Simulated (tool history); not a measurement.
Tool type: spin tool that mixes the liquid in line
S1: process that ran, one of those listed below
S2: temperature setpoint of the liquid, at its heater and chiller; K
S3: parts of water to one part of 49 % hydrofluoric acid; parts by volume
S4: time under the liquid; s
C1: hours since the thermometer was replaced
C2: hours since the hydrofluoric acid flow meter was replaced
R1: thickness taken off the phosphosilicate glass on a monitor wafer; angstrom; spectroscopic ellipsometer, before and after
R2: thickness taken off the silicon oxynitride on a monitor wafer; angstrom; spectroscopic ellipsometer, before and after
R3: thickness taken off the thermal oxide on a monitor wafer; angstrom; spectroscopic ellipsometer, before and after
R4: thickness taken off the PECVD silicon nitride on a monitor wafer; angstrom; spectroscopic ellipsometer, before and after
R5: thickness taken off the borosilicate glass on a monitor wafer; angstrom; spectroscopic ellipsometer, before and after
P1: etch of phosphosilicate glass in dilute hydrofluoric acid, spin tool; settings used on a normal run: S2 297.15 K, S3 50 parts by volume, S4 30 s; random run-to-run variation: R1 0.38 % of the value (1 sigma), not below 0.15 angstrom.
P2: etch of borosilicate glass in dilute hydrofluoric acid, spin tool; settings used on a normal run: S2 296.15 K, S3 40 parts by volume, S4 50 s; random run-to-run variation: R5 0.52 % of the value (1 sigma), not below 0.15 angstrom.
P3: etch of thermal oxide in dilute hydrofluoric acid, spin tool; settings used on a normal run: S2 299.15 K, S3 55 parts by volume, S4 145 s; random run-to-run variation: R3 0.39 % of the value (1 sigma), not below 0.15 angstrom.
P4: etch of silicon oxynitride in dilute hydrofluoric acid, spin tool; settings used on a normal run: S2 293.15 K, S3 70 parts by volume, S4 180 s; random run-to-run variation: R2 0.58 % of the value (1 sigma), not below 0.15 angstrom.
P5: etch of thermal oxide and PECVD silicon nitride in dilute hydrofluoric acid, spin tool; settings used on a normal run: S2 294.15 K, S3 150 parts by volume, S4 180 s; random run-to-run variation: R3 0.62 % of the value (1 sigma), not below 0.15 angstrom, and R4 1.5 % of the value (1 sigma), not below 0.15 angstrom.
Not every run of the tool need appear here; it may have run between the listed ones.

run	day	S1	S2	S3	S4	C1	C2	R1	R2	R3	R4	R5
1	0.092	P1	297.15	50	30	398.9	265.7	513.87				
2	0.283	P4	293.15	130	180	403.5	270.3		30.6810			
3	0.408	P5	294.15	150	180	406.5	273.3			48.352	16.597	
4	0.554	P1	297.15	50	30	410.0	276.8	513.83				
5	0.675	P1	291.65	50	30	412.9	279.7	408.32				
6	0.854	P4	293.15	70	15	417.2	284.0		4.9086			
7	1.017	P2	290.15	40	50	421.1	287.9					277.95
8	1.179	P5	299.15	150	180	425.0	291.8			57.322	23.036	
9	1.271	P2	296.15	40	95	427.2	294.0					688.01
10	1.379	P1	297.15	25	30	429.8	296.6	1069.40				
11	1.525	P5	294.15	150	275	433.3	300.1			72.791	25.648	
12	1.725	P3	299.15	20	145	438.1	304.9			396.470		
13	1.812	P1	301.65	50	30	440.2	307.0	617.25				
14	2.021	P4	293.15	70	180	445.2	312.0		60.6280			
15	2.125	P1	297.15	50	30	447.7	314.5	515.11				
16	2.221	P1	297.15	85	30	450.0	316.8	288.00				
17	2.346	P1	297.15	50	15	453.0	319.8	259.39				
18	2.454	P3	291.15	55	145	455.6	322.4			98.026		
19	2.554	P5	294.15	45	180	458.0	324.8			181.630	55.175	
20	2.725	P1	297.15	50	30	462.1	328.9	515.68				
21	2.854	P2	296.15	40	50	465.2	332.0					358.13
22	3.021	P5	294.15	150	180	469.2	336.0			48.355	16.400	
23	3.117	P2	296.15	40	50	471.5	338.3					362.66
24	3.283	P3	299.15	55	145	475.5	342.3			137.320		
25	3.462	P1	297.15	90	15	479.8	346.6	136.85				
26	3.608	P1	297.15	50	50	483.3	350.1	851.33				
27	3.796	P2	296.15	60	50	487.8	354.6					235.92
28	3.992	P4	298.65	70	180	492.5	359.3		78.3200			
29	4.083	P3	299.15	55	285	494.7	361.5			270.040		
30	4.229	P1	297.15	50	30	498.2	365.0	512.33				
31	4.338	P1	297.15	50	30	500.8	367.6	530.71				
32	4.542	P1	297.15	50	30	505.7	372.5	548.42				
33	4.717	P1	297.15	50	30	509.9	376.7	553.33				
34	4.829	P1	297.15	50	30	512.6	379.4	556.96				
35	5.033	P1	297.15	50	30	517.5	384.3	559.65				
36	5.146	P1	297.15	50	30	520.2	387.0	564.12				
37	5.292	P1	297.15	50	30	523.7	390.5	566.51				
38	5.396	P1	297.15	50	30	526.2	393.0	567.62				
39	5.496	P1	297.15	50	30	528.6	395.4	565.54				
40	5.671	P1	297.15	50	30	532.8	399.6	566.72				

P1 has crept away from where it was. The log is fitted equally well by each of these 2 causes, at the sizes shown:
A: liquid hotter than its thermometer reads (K) = 2.35
B: hydrofluoric acid flow above the setpoint (%) = 9.42
The process output started creeping at around day 4.229.

Consider the 4 check runs below, whose results appear as question marks and each of which averages 3 wafers. Which one distinguishes the causes, in that each cause would give it a clearly different result?
check 1	5.846	P3	296.15	55	145					?		
check 2	5.846	P5	298.65	65	180					?	?	
check 3	5.846	P2	290.65	55	50							?
check 4	5.846	P4	293.15	125	15				?			

Expected result of each check under each candidate cause:
check	result	if A	if B
check 1	R3	133.910	133.880
check 2	R3	160.850	161.520
check 2	R4	59.649	55.872
check 3	R5	225.70	224.51
check 4	R2	3.0149	2.9713
Smallest distance between any two causes, each pair judged by its most separating result, in per cent: check 1 0.02 %; check 2 6.54 %; check 3 0.53 %; check 4 1.46 %
Check 2 distinguishes between the causes, while the remaining checks would return nearly the same result for all of them.

Check 2 was carried out, with these results: R3 162.410 angstrom; R4 55.797 angstrom. Which of the listed causes is responsible?

The cause is B: hydrofluoric acid flow above the setpoint (%).
